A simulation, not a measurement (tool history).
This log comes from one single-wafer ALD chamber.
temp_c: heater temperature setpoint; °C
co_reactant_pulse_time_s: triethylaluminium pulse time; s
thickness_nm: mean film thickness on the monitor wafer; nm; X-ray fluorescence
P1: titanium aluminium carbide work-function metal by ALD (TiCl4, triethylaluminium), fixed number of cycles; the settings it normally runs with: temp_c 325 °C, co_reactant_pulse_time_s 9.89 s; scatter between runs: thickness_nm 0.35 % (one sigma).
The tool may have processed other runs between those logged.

| run | hour | temp_c | co_reactant_pulse_time_s | thickness_nm |
|---|---|---|---|---|
| 1 | 4.3 | 325 | 9.89 | 2.2162 |
| 2 | 7.7 | 343 | 13.56 | 2.4361 |
| 3 | 9.9 | 325 | 9.89 | 2.2064 |
| 4 | 14.3 | 325 | 9.89 | 2.21 |
| 5 | 18.2 | 345 | 9.89 | 2.3796 |
|  | 20 | thermocouple changed; heater temperature recalibrated |
| 6 | 22.1 | 325 | 9.89 | 2.2207 |
| 7 | 25 | 301 | 9.89 | 1.9838 |
| 8 | 29 | 325 | 16.15 | 2.2803 |
| 9 | 32.3 | 325 | 9.89 | 2.2 |
| 10 | 36.9 | 325 | 4.71 | 1.8237 |
| 11 | 41.3 | 325 | 9.89 | 2.2148 |
| 12 | 43.3 | 325 | 9.89 | 2.2043 |
| 13 | 45.3 | 325 | 9.89 | 2.1959 |
| 14 | 48.3 | 325 | 9.89 | 2.1721 |
| 15 | 52.5 | 325 | 9.89 | 2.1723 |
| 16 | 56.8 | 325 | 9.89 | 2.1659 |
| 17 | 61.3 | 325 | 9.89 | 2.1766 |
| 18 | 64.8 | 325 | 9.89 | 2.1659 |
| 19 | 67.2 | 325 | 9.89 | 2.1574 |
| 20 | 71.1 | 325 | 9.89 | 2.1632 |

What P1 gives has crept off from where it sat before. The 2 causes that follow fit the log equally well, each at the size noted:
A: wafer temperature below the value expected at the setpoint (K) = 4.9
B: triethylaluminium dose below that of a fresh bottle (%) = 13.3
The creep began at about hour 41.3.

Which of the 4 check runs listed below separates the causes, so that each cause would produce a clearly different result? Each run uses one wafer, and its results are marked with question marks.
| check 1 | 75 | 325 | 5.73 | ? |
| check 2 | 75 | 313 | 9.89 | ? |
| check 3 | 75 | 335 | 9.89 | ? |
| check 4 | 75 | 337 | 9.89 | ? |

What every check run would give for each of its results, assuming each possible cause in turn:
| check | result | if A | if B |
|---|---|---|---|
| check 1 | thickness_nm | 1.9282 | 1.8715 |
| check 2 | thickness_nm | 2.0598 | 2.0613 |
| check 3 | thickness_nm | 2.2527 | 2.2511 |
| check 4 | thickness_nm | 2.2704 | 2.2684 |
Separation of the two closest causes in each check, using whichever result separates them best: check 1 2.99 %; check 2 0.07 %; check 3 0.07 %; check 4 0.09 %
The other checks would show nearly matching results whichever cause is true, so check 1 is the only one that separates the causes.

Here is what check 1 returned: thickness_nm 1.8849 nm. Which cause is it?

B is the cause: triethylaluminium dose below that of a fresh bottle (%).
